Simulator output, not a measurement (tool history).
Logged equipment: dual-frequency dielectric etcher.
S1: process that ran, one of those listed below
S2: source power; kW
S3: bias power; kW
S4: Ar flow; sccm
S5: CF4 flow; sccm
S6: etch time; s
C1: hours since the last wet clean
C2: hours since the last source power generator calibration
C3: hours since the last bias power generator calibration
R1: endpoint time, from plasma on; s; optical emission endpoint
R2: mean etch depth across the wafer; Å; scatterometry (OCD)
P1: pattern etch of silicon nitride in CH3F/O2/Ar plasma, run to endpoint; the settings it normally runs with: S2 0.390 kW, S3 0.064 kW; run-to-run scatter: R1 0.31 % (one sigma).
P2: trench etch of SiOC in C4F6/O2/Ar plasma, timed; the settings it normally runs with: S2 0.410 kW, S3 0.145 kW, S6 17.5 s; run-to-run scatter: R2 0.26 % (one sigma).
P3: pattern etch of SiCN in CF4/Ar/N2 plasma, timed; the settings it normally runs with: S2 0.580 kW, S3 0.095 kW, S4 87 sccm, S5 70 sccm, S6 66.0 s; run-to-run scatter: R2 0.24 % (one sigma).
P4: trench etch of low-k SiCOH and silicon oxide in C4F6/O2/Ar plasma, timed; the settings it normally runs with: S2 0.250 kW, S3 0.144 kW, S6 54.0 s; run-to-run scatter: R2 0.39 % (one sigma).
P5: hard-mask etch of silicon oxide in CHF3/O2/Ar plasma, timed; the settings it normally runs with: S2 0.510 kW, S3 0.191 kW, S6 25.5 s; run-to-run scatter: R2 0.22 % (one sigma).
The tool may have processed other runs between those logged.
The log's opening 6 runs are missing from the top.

run	hour	S1	S2	S3	S4	S5	S6	C1	C2	C3	R1	R2
7	81.4	P1	0.390	0.064				236.6	860.0	941.4	45.158	
8	89.2	P2	0.410	0.184			17.5	244.4	867.8	949.2		368.08
9	96.9	P4	0.250	0.144			54.0	252.1	875.5	956.9		1327.80
# hour 109.7: source power generator calibrated
10	111.8	P4	0.330	0.144			54.0	267.0	2.1	971.8		1487.20
11	126.6	P5	0.510	0.116			25.5	281.8	16.9	986.6		392.46
12	137.3	P4	0.250	0.144			54.0	292.5	27.6	997.3		1331.40
# hour 137.9: bias power generator calibrated
13	153.4	P1	0.390	0.064				308.6	43.7	15.5	45.032	
14	168.4	P2	0.410	0.145			11.5	323.6	58.7	30.5		225.21
15	184.2	P3	0.580	0.095	87	90	66.0	339.4	74.5	46.3		826.29
16	193.2	P2	0.300	0.145			17.5	348.4	83.5	55.3		302.70
17	207.6	P3	0.580	0.095	87	70	40.5	362.8	97.9	69.7		490.98
18	221.2	P2	0.410	0.145			17.5	376.4	111.5	83.3		343.45
19	229.5	P1	0.270	0.039				384.7	119.8	91.6	60.945	
20	241.6	P2	0.410	0.145			17.5	396.8	131.9	103.7		342.66
21	256.3	P1	0.290	0.064				411.5	146.6	118.4	50.483	
22	266.6	P5	0.690	0.191			25.5	421.8	156.9	128.7		518.09
23	282.3	P5	0.510	0.191			37.0	437.5	172.6	144.4		670.80
24	292.7	P1	0.390	0.064				447.9	183.0	154.8	45.231	

Run 25, settings as shown, results not yet in. Your forecast:
25	303.9	P3	0.580	0.095	87	70	66.0	459.1	194.2	166.0		?

{"run 25": {"R2": 798.98}}
